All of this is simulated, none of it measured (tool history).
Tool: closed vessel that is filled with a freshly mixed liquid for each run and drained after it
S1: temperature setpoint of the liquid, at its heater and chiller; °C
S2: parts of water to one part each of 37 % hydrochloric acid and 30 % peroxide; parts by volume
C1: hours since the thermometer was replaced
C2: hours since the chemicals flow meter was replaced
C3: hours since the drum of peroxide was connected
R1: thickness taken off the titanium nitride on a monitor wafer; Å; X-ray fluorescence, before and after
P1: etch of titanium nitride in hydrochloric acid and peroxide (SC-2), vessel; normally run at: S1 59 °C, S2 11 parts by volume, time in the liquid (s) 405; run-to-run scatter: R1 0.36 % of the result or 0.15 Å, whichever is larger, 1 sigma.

{"run": 1, "day": 0.375, "S1": 59, "S2": 11, "time in the liquid (s)": 405, "C1": 301.3, "C2": 903.6, "C3": 570, "R1": 160.73}
{"run": 2, "day": 0.675, "S1": 59, "S2": 11, "time in the liquid (s)": 405, "C1": 308.5, "C2": 910.8, "C3": 577.2, "R1": 160.63}
{"run": 3, "day": 0.967, "S1": 43.5, "S2": 11, "time in the liquid (s)": 405, "C1": 315.5, "C2": 917.8, "C3": 584.2, "R1": 57.323}
{"run": 4, "day": 1.146, "S1": 59, "S2": 18, "time in the liquid (s)": 405, "C1": 319.8, "C2": 922.1, "C3": 588.5, "R1": 104.53}
{"run": 5, "day": 1.433, "S1": 59, "S2": 11, "time in the liquid (s)": 405, "C1": 326.7, "C2": 929, "C3": 595.4, "R1": 161.31}
{"day": 1.5, "done": "new drum of peroxide connected"}
{"run": 6, "day": 1.638, "S1": 59, "S2": 4, "time in the liquid (s)": 405, "C1": 331.6, "C2": 933.9, "C3": 3.3, "R1": 350.01}
{"run": 7, "day": 1.933, "S1": 59, "S2": 11, "time in the liquid (s)": 30, "C1": 338.7, "C2": 941, "C3": 10.4, "R1": 11.673}
{"run": 8, "day": 2.221, "S1": 59, "S2": 11, "time in the liquid (s)": 405, "C1": 345.6, "C2": 947.9, "C3": 17.3, "R1": 161.59}
{"day": 2.367, "done": "thermometer replaced"}
{"run": 9, "day": 2.554, "S1": 48.5, "S2": 11, "time in the liquid (s)": 160, "C1": 4.5, "C2": 955.9, "C3": 25.3, "R1": 31.76}
{"run": 10, "day": 2.775, "S1": 46.5, "S2": 11, "time in the liquid (s)": 235, "C1": 9.8, "C2": 961.2, "C3": 30.6, "R1": 41.046}
{"run": 11, "day": 3.008, "S1": 72, "S2": 11, "time in the liquid (s)": 405, "C1": 15.4, "C2": 966.8, "C3": 36.2, "R1": 355.21}
{"run": 12, "day": 3.367, "S1": 65.5, "S2": 6, "time in the liquid (s)": 405, "C1": 24, "C2": 975.4, "C3": 44.8, "R1": 392.62}
{"run": 13, "day": 3.642, "S1": 59, "S2": 11, "time in the liquid (s)": 795, "C1": 30.6, "C2": 982, "C3": 51.4, "R1": 316.33}
{"run": 14, "day": 3.925, "S1": 59, "S2": 11, "time in the liquid (s)": 405, "C1": 37.4, "C2": 988.8, "C3": 58.2, "R1": 160.46}
{"run": 15, "day": 4.312, "S1": 59, "S2": 11, "time in the liquid (s)": 405, "C1": 46.7, "C2": 998.1, "C3": 67.5, "R1": 156.06}
{"run": 16, "day": 4.617, "S1": 59, "S2": 11, "time in the liquid (s)": 405, "C1": 54, "C2": 1005.4, "C3": 74.8, "R1": 153.1}
{"run": 17, "day": 4.988, "S1": 59, "S2": 11, "time in the liquid (s)": 405, "C1": 62.9, "C2": 1014.3, "C3": 83.7, "R1": 151.89}
{"run": 18, "day": 5.3, "S1": 59, "S2": 11, "time in the liquid (s)": 405, "C1": 70.4, "C2": 1021.8, "C3": 91.2, "R1": 149.82}
{"day": 5.546, "done": "new drum of peroxide connected"}
{"run": 19, "day": 5.612, "S1": 59, "S2": 11, "time in the liquid (s)": 405, "C1": 77.9, "C2": 1029.3, "C3": 1.6, "R1": 149.18}
{"run": 20, "day": 5.85, "S1": 59, "S2": 11, "time in the liquid (s)": 405, "C1": 83.6, "C2": 1035, "C3": 7.3, "R1": 149.22}
{"run": 21, "day": 6.067, "S1": 59, "S2": 11, "time in the liquid (s)": 405, "C1": 88.8, "C2": 1040.2, "C3": 12.5, "R1": 148.83}
{"run": 22, "day": 6.292, "S1": 59, "S2": 11, "time in the liquid (s)": 405, "C1": 94.2, "C2": 1045.6, "C3": 17.9, "R1": 148.8}
{"run": 23, "day": 6.525, "S1": 59, "S2": 11, "time in the liquid (s)": 405, "C1": 99.8, "C2": 1051.2, "C3": 23.5, "R1": 147.57}
{"run": 24, "day": 6.821, "S1": 59, "S2": 11, "time in the liquid (s)": 405, "C1": 106.9, "C2": 1058.3, "C3": 30.6, "R1": 146.48}

What P1 gives has crept away from where it was. These 2 causes fit the log equally well, each at the size given:
A: chemicals flow below the setpoint (%) = 9.39
B: liquid colder than its thermometer reads (K) = 1.33
The creep began at about day 3.925.
Why every other cause is out:
peroxide weaker than its label (%): serviced at day 5.546, which brought nothing back

4 check runs are offered, each on 2 wafers whose results are averaged, their results left as question marks. Which one tells the causes apart?
{"run": "check 1", "day": 7.117, "S1": 49, "S2": 11, "time in the liquid (s)": 770, "R1": "?"}
{"run": "check 2", "day": 7.117, "S1": 45.5, "S2": 16.5, "time in the liquid (s)": 405, "R1": "?"}
{"run": "check 3", "day": 7.117, "S1": 72, "S2": 11, "time in the liquid (s)": 785, "R1": "?"}
{"run": "check 4", "day": 7.117, "S1": 46, "S2": 4.5, "time in the liquid (s)": 405, "R1": "?"}

What each check would give under each cause:
check=check_1 result=R1 if_A=146.82 if_B=146.01
check=check_2 result=R1 if_A=42.613 if_B=42.478
check=check_3 result=R1 if_A=631.93 if_B=635.75
check=check_4 result=R1 if_A=127.94 if_B=125.15
How far apart the two closest causes lie, in the result that separates them most: check 1 0.55 %; check 2 0.32 %; check 3 0.6 %; check 4 2.21 %
Check 4 tells the causes apart: in the others they would give nearly the same result.

Then check 4 was run and gave: R1 127.98 Å. Which cause is it?

It is A: chemicals flow below the setpoint (%).
